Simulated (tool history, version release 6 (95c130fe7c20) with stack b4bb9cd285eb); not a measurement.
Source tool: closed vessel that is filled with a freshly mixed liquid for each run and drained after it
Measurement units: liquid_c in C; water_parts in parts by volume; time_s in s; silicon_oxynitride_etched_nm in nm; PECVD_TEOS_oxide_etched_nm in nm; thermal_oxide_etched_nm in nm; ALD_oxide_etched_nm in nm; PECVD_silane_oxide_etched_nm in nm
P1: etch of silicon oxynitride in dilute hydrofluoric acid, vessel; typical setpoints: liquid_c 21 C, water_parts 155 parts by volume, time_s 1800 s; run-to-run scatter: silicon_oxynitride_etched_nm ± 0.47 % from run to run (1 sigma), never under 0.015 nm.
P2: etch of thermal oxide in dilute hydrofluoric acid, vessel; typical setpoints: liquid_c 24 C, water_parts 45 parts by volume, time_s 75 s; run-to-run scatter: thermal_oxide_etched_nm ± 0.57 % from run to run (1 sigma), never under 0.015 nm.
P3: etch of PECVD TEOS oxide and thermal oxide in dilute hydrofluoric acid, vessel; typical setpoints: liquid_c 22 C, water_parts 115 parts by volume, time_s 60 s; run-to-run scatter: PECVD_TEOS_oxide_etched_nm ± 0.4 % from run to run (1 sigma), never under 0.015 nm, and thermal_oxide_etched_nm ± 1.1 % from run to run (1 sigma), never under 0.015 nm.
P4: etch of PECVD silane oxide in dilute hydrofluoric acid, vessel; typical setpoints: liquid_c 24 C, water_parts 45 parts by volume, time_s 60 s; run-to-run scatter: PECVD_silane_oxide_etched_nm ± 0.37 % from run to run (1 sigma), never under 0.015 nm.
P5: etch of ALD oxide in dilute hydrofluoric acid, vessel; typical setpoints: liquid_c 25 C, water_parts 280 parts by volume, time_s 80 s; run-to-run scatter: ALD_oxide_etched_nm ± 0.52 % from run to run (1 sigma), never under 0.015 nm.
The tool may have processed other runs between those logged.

run,hour,process,liquid_c,water_parts,time_s,hours since the thermometer was replaced,hours since the hydrofluoric acid flow meter was replaced,silicon_oxynitride_etched_nm,PECVD_TEOS_oxide_etched_nm,thermal_oxide_etched_nm,ALD_oxide_etched_nm,PECVD_silane_oxide_etched_nm
1,7.8,P1,21,155,1800,524,320,42.786,,,,
2,15.6,P1,21,225,1800,531.8,327.8,28.463,,,,
3,22,P3,22,25,60,538.2,334.2,,68.772,10.804,,
4,30.5,P5,25,280,80,546.7,342.7,,,,5.3516,
5,36.7,P1,27.5,230,1800,552.9,348.9,36.963,,,,
6,45.3,P1,21,90,1800,561.5,357.5,78.577,,,,
# hour 52.1: hydrofluoric acid flow meter replaced
7,54.8,P2,24,45,75,571,2.7,,,9.0442,,
8,60.4,P1,21,155,1800,576.6,8.3,43.173,,,,
9,64.9,P2,24,20,75,581.1,12.8,,,21.16,,
10,69.2,P5,25,280,125,585.4,17.1,,,,8.3948,
11,77.8,P1,28,70,1800,594,25.7,143.39,,,,
12,82.2,P2,29.5,45,75,598.4,30.1,,,11.281,,
13,86.8,P3,22,115,95,603,34.7,,21.199,3.4463,,
14,91,P1,21,155,3105,607.2,38.9,74.568,,,,
15,97.9,P1,21,155,1800,614.1,45.8,43.628,,,,
16,103.7,P1,21,155,30,619.9,51.6,0.72721,,,,
17,111.9,P1,21,155,1800,628.1,59.8,43.428,,,,
18,120.7,P4,32,45,60,636.9,68.6,,,,,70.455
19,127.2,P5,25,280,80,643.4,75.1,,,,5.3628,
20,134.2,P2,24,45,145,650.4,82.1,,,17.527,,
21,142.9,P4,24,20,60,659.1,90.8,,,,,118.57
22,149.4,P4,24,45,90,665.6,97.3,,,,,76.355
23,156.9,P3,17,115,60,673.1,104.8,,10.829,1.7464,,
24,165.9,P5,25,120,80,682.1,113.8,,,,14.958,
25,174.7,P4,24,45,60,690.9,122.6,,,,,50.929
26,182.8,P2,24,45,75,699,130.7,,,9.0734,,
27,187.2,P4,24,45,60,703.4,135.1,,,,,51.012
28,194.4,P1,21,155,1800,710.6,142.3,43.357,,,,
29,199.5,P1,17,155,1800,715.7,147.4,35.952,,,,
30,205.6,P3,22,115,60,721.8,153.5,,13.305,2.1551,,
31,211,P3,22,115,60,727.2,158.9,,13.242,2.1729,,
32,216.3,P1,29,155,1800,732.5,164.2,62.262,,,,
33,223.1,P5,32,280,80,739.3,171,,,,6.7558,
34,229.9,P1,21,155,1800,746.1,177.8,43.297,,,,
35,236.1,P1,21,155,1800,752.3,184,44.769,,,,
36,241.1,P1,21,155,1800,757.3,189,45.583,,,,
37,246.4,P1,21,155,1800,762.6,194.3,45.969,,,,
38,254.7,P1,21,155,1800,770.9,202.6,46.505,,,,
39,263.9,P1,21,155,1800,780.1,211.8,47.28,,,,
40,269.6,P1,21,155,1800,785.8,217.5,46.836,,,,
41,277.2,P1,21,155,1800,793.4,225.1,47.364,,,,
42,281.6,P1,21,155,1800,797.8,229.5,47.46,,,,
43,289.5,P1,21,155,1800,805.7,237.4,47.167,,,,

Compared with where it was, what P1 gives has crept away. Each cause listed below fits the log as well as the rest, at the size given for it:
A: liquid hotter than its thermometer reads (K) = 1.85
B: hydrofluoric acid flow above the setpoint (%) = 8.08
Creep in the process output first set in at about hour 229.9.

Listed below are the offered check runs, one wafer per run, with question marks in place of results. For which of them would the causes give clearly different outcomes?
check 1,297.4,P5,31,280,80,,,,,,?,
check 2,297.4,P3,18.5,25,60,,,,?,?,,
check 3,297.4,P2,24,20,75,,,,,?,,
check 4,297.4,P4,27.5,20,60,,,,,,,?

Predicted outcomes, by check and by cause:
check,result,if A,if B
check 1,ALD_oxide_etched_nm,6.9826,7.2891
check 2,PECVD_TEOS_oxide_etched_nm,63.725,63.694
check 2,thermal_oxide_etched_nm,10.364,10.359
check 3,thermal_oxide_etched_nm,22.699,22.754
check 4,PECVD_silane_oxide_etched_nm,148.04,148.71
Separation of the two closest causes in each check, using whichever result separates them best: check 1 4.3 %; check 2 0.05 %; check 3 0.24 %; check 4 0.46 %
Of the check runs offered, only check 1 discriminates between the causes; the rest would read about the same regardless of which cause applies.

With check 1 done, the readings were: ALD_oxide_etched_nm 7.2515 nm. Identify which of the listed causes applies.

It is B: hydrofluoric acid flow above the setpoint (%).
